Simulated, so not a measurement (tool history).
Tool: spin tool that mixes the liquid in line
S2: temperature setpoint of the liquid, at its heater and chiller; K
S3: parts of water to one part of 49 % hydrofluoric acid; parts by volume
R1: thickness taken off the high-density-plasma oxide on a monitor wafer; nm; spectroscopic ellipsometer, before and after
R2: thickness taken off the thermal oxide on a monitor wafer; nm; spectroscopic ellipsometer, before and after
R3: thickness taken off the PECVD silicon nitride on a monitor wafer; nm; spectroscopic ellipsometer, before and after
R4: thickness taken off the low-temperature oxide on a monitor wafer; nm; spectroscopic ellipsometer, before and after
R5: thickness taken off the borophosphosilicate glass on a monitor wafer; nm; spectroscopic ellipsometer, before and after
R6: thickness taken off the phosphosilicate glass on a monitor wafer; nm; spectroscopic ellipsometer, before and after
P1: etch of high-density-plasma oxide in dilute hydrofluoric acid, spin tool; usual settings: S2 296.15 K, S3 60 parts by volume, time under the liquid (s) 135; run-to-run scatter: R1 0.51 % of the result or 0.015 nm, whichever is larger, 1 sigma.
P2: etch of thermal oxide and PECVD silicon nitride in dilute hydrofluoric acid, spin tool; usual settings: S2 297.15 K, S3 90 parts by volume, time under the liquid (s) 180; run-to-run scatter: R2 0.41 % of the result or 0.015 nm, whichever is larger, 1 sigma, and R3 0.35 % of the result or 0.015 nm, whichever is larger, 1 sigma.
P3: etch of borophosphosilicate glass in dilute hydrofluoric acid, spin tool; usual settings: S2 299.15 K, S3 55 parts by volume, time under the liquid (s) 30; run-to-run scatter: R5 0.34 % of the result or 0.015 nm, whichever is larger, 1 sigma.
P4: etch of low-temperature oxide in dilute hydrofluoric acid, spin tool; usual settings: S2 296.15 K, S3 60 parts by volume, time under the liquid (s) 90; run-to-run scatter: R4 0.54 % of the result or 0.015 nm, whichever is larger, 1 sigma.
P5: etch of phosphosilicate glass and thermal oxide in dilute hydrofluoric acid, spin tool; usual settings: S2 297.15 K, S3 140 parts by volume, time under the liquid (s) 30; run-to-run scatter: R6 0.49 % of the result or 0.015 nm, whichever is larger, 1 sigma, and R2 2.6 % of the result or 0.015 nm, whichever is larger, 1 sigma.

Run 1, hour 9.4: process that ran P1, S2 296.15 K, S3 60 parts by volume, time under the liquid (s) 135. Result: R1 11.348 nm.
Run 2, hour 19.5: process that ran P2, S2 297.15 K, S3 90 parts by volume, time under the liquid (s) 180. Result: R2 9.97 nm, R3 7.0932 nm.
Run 3, hour 26.7: process that ran P1, S2 296.15 K, S3 60 parts by volume, time under the liquid (s) 30. Result: R1 2.5055 nm.
Run 4, hour 34.3: process that ran P1, S2 296.15 K, S3 60 parts by volume, time under the liquid (s) 135. Result: R1 11.382 nm.
Run 5, hour 43.8: process that ran P4, S2 296.15 K, S3 90 parts by volume, time under the liquid (s) 90. Result: R4 19.218 nm.
Run 6, hour 51.8: process that ran P4, S2 301.15 K, S3 60 parts by volume, time under the liquid (s) 90. Result: R4 36.137 nm.
Run 7, hour 62.3: process that ran P4, S2 296.15 K, S3 60 parts by volume, time under the liquid (s) 90. Result: R4 29.616 nm.
Run 8, hour 72.1: process that ran P3, S2 299.15 K, S3 105 parts by volume, time under the liquid (s) 30. Result: R5 14.853 nm.
Run 9, hour 81.5: process that ran P3, S2 305.15 K, S3 55 parts by volume, time under the liquid (s) 30. Result: R5 38.384 nm.
Run 10, hour 88.8: process that ran P2, S2 304.65 K, S3 90 parts by volume, time under the liquid (s) 180. Result: R2 13.317 nm, R3 11.377 nm.
Run 11, hour 99.1: process that ran P1, S2 296.15 K, S3 60 parts by volume, time under the liquid (s) 235. Result: R1 19.674 nm.
Run 12, hour 106.4: process that ran P1, S2 300.15 K, S3 60 parts by volume, time under the liquid (s) 135. Result: R1 13.348 nm.
Run 13, hour 113.2: process that ran P4, S2 296.15 K, S3 60 parts by volume, time under the liquid (s) 90. Result: R4 29.973 nm.
Run 14, hour 123: process that ran P1, S2 303.15 K, S3 80 parts by volume, time under the liquid (s) 135. Result: R1 11.039 nm.
Run 15, hour 131.3: process that ran P5, S2 301.65 K, S3 140 parts by volume, time under the liquid (s) 30. Result: R2 1.0495 nm, R6 21.726 nm.
Run 16, hour 142.9: process that ran P1, S2 296.15 K, S3 60 parts by volume, time under the liquid (s) 135. Result: R1 11.297 nm.
Run 17, hour 153.1: process that ran P2, S2 297.15 K, S3 90 parts by volume, time under the liquid (s) 350. Result: R2 19.32 nm, R3 13.744 nm.
Run 18, hour 164.5: process that ran P5, S2 297.15 K, S3 215 parts by volume, time under the liquid (s) 30. Result: R2 0.55925 nm, R6 10.904 nm.
Run 19, hour 174.7: process that ran P1, S2 296.15 K, S3 100 parts by volume, time under the liquid (s) 135. Result: R1 6.5065 nm.
Run 20, hour 181.1: process that ran P1, S2 296.15 K, S3 35 parts by volume, time under the liquid (s) 135. Result: R1 20.117 nm.
Run 21, hour 192.9: process that ran P5, S2 297.15 K, S3 140 parts by volume, time under the liquid (s) 15. Result: R2 0.45099 nm, R6 9.2325 nm.
Run 22, hour 205.6: process that ran P1, S2 296.15 K, S3 60 parts by volume, time under the liquid (s) 135. Result: R1 11.492 nm.
Run 23, hour 215.9: process that ran P1, S2 296.15 K, S3 60 parts by volume, time under the liquid (s) 135. Result: R1 11.431 nm.
Run 24, hour 226.5: process that ran P1, S2 292.65 K, S3 60 parts by volume, time under the liquid (s) 55. Result: R1 4.0051 nm.
Run 25, hour 236.1: process that ran P1, S2 290.15 K, S3 60 parts by volume, time under the liquid (s) 135. Result: R1 8.9079 nm.
Run 26, hour 248.7: process that ran P3, S2 299.15 K, S3 55 parts by volume, time under the liquid (s) 30. Result: R5 30.19 nm.
Run 27, hour 261.4: process that ran P5, S2 297.15 K, S3 140 parts by volume, time under the liquid (s) 30. Result: R2 0.87908 nm, R6 18.143 nm.
Run 28, hour 269.7: process that ran P2, S2 297.15 K, S3 20 parts by volume, time under the liquid (s) 180. Result: R2 49.128 nm, R3 30.32 nm.
Run 29, hour 282.4: process that ran P1, S2 296.15 K, S3 60 parts by volume, time under the liquid (s) 135. Result: R1 11.388 nm.
Run 30, hour 289.1: process that ran P4, S2 296.15 K, S3 60 parts by volume, time under the liquid (s) 145. Result: R4 48.12 nm.
Run 31, hour 296.6: process that ran P3, S2 299.15 K, S3 55 parts by volume, time under the liquid (s) 45. Result: R5 45.487 nm.
Run 32, hour 303.9: process that ran P2, S2 297.15 K, S3 90 parts by volume, time under the liquid (s) 180. Result: R2 9.9568 nm, R3 7.0748 nm.
Run 33, hour 312: process that ran P1, S2 296.15 K, S3 60 parts by volume, time under the liquid (s) 135. Result: R1 11.481 nm.
Run 34, hour 317.7: process that ran P1, S2 296.15 K, S3 60 parts by volume, time under the liquid (s) 135. Result: R1 11.68 nm.
Run 35, hour 326.8: process that ran P1, S2 296.15 K, S3 60 parts by volume, time under the liquid (s) 135. Result: R1 12.066 nm.
Run 36, hour 337.2: process that ran P1, S2 296.15 K, S3 60 parts by volume, time under the liquid (s) 135. Result: R1 12.274 nm.
Run 37, hour 343.2: process that ran P1, S2 296.15 K, S3 60 parts by volume, time under the liquid (s) 135. Result: R1 12.245 nm.
Run 38, hour 350.2: process that ran P1, S2 296.15 K, S3 60 parts by volume, time under the liquid (s) 135. Result: R1 12.383 nm.
Run 39, hour 360.6: process that ran P1, S2 296.15 K, S3 60 parts by volume, time under the liquid (s) 135. Result: R1 12.315 nm.
Run 40, hour 370: process that ran P1, S2 296.15 K, S3 60 parts by volume, time under the liquid (s) 135. Result: R1 12.292 nm.

What P1 gives has crept away from where it was. These 2 causes fit the log equally well, each at the size given:
A: liquid hotter than its thermometer reads (K) = 2
B: hydrofluoric acid flow above the setpoint (%) = 7.89
The creep began at about hour 312.

4 check runs are offered, one wafer each, their results left as question marks. Which one tells the causes apart?
Run check 1, hour 379.4: process that ran P4, S2 296.15 K, S3 60 parts by volume, time under the liquid (s) 90. Result: R4 ?.
Run check 2, hour 379.4: process that ran P2, S2 297.15 K, S3 90 parts by volume, time under the liquid (s) 180. Result: R2 ?, R3 ?.
Run check 3, hour 379.4: process that ran P3, S2 299.15 K, S3 55 parts by volume, time under the liquid (s) 30. Result: R5 ?.
Run check 4, hour 379.4: process that ran P5, S2 297.15 K, S3 140 parts by volume, time under the liquid (s) 30. Result: R2 ?, R6 ?.

What each check would give under each cause:
  check  result     if A    if B
check 1      R4   32.168  32.166
check 2      R2   10.786  10.841
check 2      R3   8.0473  7.6054
check 3      R5   32.837  32.884
check 4      R2  0.99121  1.0028
check 4      R6   19.793  20.025
How far apart the two closest causes lie, in the result that separates them most: check 1 0.01 %; check 2 5.65 %; check 3 0.15 %; check 4 1.17 %
Check 2 tells the causes apart: in the others they would give nearly the same result.

Then check 2 was run and gave: R2 10.913 nm; R3 7.5982 nm. Which cause is it?

It is B: hydrofluoric acid flow above the setpoint (%).
